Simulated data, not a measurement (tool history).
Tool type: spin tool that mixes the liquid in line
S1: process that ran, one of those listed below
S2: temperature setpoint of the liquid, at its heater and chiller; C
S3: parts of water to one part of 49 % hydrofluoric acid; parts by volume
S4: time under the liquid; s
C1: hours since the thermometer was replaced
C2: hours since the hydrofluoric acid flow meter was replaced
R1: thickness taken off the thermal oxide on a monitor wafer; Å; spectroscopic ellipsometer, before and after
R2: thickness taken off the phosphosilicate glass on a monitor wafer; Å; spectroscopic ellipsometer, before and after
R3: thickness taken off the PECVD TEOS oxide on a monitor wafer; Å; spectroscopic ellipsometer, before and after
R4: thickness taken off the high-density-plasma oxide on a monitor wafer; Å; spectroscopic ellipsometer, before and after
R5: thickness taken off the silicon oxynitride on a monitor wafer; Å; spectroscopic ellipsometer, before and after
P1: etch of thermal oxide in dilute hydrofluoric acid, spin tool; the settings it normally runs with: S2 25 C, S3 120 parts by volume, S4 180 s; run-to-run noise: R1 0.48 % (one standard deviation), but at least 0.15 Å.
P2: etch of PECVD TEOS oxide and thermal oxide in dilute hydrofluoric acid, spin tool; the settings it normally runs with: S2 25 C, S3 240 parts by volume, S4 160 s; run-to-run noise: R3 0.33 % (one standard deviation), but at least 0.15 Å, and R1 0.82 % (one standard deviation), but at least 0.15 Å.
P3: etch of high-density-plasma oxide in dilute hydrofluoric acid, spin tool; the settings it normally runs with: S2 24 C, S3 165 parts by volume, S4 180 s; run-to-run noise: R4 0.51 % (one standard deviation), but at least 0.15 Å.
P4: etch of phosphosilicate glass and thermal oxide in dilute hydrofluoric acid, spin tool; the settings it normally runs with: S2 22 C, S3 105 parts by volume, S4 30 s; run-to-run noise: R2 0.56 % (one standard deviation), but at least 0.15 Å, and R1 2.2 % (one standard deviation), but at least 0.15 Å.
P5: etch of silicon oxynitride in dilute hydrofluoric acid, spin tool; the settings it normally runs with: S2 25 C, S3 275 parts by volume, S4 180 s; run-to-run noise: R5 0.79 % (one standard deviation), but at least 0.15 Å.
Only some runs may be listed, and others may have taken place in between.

run 1 hour=9.2 | S1=P1 S2=25 S3=120 S4=180 | C1=733.3 C2=352.5 | R1=71.476
run 2 hour=15.2 | S1=P4 S2=22 S3=105 S4=30 | C1=739.3 C2=358.5 | R1=12.453 R2=164.16
run 3 hour=24.2 | S1=P1 S2=25 S3=120 S4=180 | C1=748.3 C2=367.5 | R1=71.036
run 4 hour=29.9 | S1=P2 S2=25 S3=240 S4=160 | C1=754 C2=373.2 | R1=28.783 R3=137.01
run 5 hour=39.8 | S1=P1 S2=25 S3=195 S4=180 | C1=763.9 C2=383.1 | R1=40.487
run 6 hour=45.9 | S1=P1 S2=18 S3=120 S4=45 | C1=770 C2=389.2 | R1=13.451
run 7 hour=52.1 | S1=P3 S2=24 S3=165 S4=180 | C1=776.2 C2=395.4 | R4=103.29
run 8 hour=59.6 | S1=P4 S2=22 S3=185 S4=30 | C1=783.7 C2=402.9 | R1=6.2534 R2=84.444
run 9 hour=68.1 | S1=P4 S2=29.5 S3=105 S4=30 | C1=792.2 C2=411.4 | R1=17.045 R2=217.05
run 10 hour=78.8 | S1=P5 S2=31.5 S3=275 S4=180 | C1=802.9 C2=422.1 | R5=36.256
run 11 hour=85.3 | S1=P5 S2=25 S3=125 S4=180 | C1=809.4 C2=428.6 | R5=69.304
run 12 hour=92.6 | S1=P5 S2=25 S3=275 S4=180 | C1=816.7 C2=435.9 | R5=28.299
run 13 hour=102 | S1=P4 S2=22 S3=105 S4=15 | C1=826.1 C2=445.3 | R1=6.4844 R2=80.807
run 14 hour=111.6 | S1=P3 S2=17 S3=165 S4=180 | C1=835.7 C2=454.9 | R4=77.875
run 15 hour=121.4 | S1=P2 S2=25 S3=240 S4=160 | C1=845.5 C2=464.7 | R1=28.93 R3=137.91
run 16 hour=131.2 | S1=P1 S2=25 S3=120 S4=180 | C1=855.3 C2=474.5 | R1=71.165
run 17 hour=136.9 | S1=P2 S2=25 S3=400 S4=160 | C1=861 C2=480.2 | R1=14.569 R3=70.18
run 18 hour=145.3 | S1=P1 S2=25 S3=120 S4=30 | C1=869.4 C2=488.6 | R1=11.625
run 19 hour=154.8 | S1=P1 S2=19 S3=120 S4=180 | C1=878.9 C2=498.1 | R1=55.727
run 20 hour=161.2 | S1=P2 S2=25 S3=240 S4=15 | C1=885.3 C2=504.5 | R1=2.605 R3=13.112
run 21 hour=168.1 | S1=P2 S2=33 S3=240 S4=160 | C1=892.2 C2=511.4 | R1=37.761 R3=181.29
run 22 hour=177.1 | S1=P3 S2=24 S3=60 S4=180 | C1=901.2 C2=520.4 | R4=321.56
run 23 hour=183.2 | S1=P1 S2=25 S3=120 S4=335 | C1=907.3 C2=526.5 | R1=132.79
run 24 hour=190.6 | S1=P5 S2=25 S3=275 S4=80 | C1=914.7 C2=533.9 | R5=12.605
run 25 hour=198.3 | S1=P1 S2=25 S3=120 S4=180 | C1=922.4 C2=541.6 | R1=71.558
run 26 hour=203.4 | S1=P3 S2=24 S3=165 S4=30 | C1=927.5 C2=546.7 | R4=16.919
run 27 hour=213.8 | S1=P1 S2=25 S3=45 S4=180 | C1=937.9 C2=557.1 | R1=209.29
run 28 hour=224.6 | S1=P1 S2=32.5 S3=120 S4=180 | C1=948.7 C2=567.9 | R1=94.223
run 29 hour=234.6 | S1=P5 S2=25 S3=275 S4=180 | C1=958.7 C2=577.9 | R5=27.765
run 30 hour=241.5 | S1=P1 S2=25 S3=120 S4=180 | C1=965.6 C2=584.8 | R1=71.418
run 31 hour=251.1 | S1=P1 S2=25 S3=120 S4=180 | C1=975.2 C2=594.4 | R1=71.167
run 32 hour=260.1 | S1=P1 S2=25 S3=120 S4=180 | C1=984.2 C2=603.4 | R1=73.535
run 33 hour=268.2 | S1=P1 S2=25 S3=120 S4=180 | C1=992.3 C2=611.5 | R1=74.692
run 34 hour=275.6 | S1=P1 S2=25 S3=120 S4=180 | C1=999.7 C2=618.9 | R1=76.009

For run 35, what comes out?
run 35 hour=284.7 | S1=P1 S2=25 S3=120 S4=180 | C1=1008.8 C2=628 | R1=?

R1: 77.031 Å
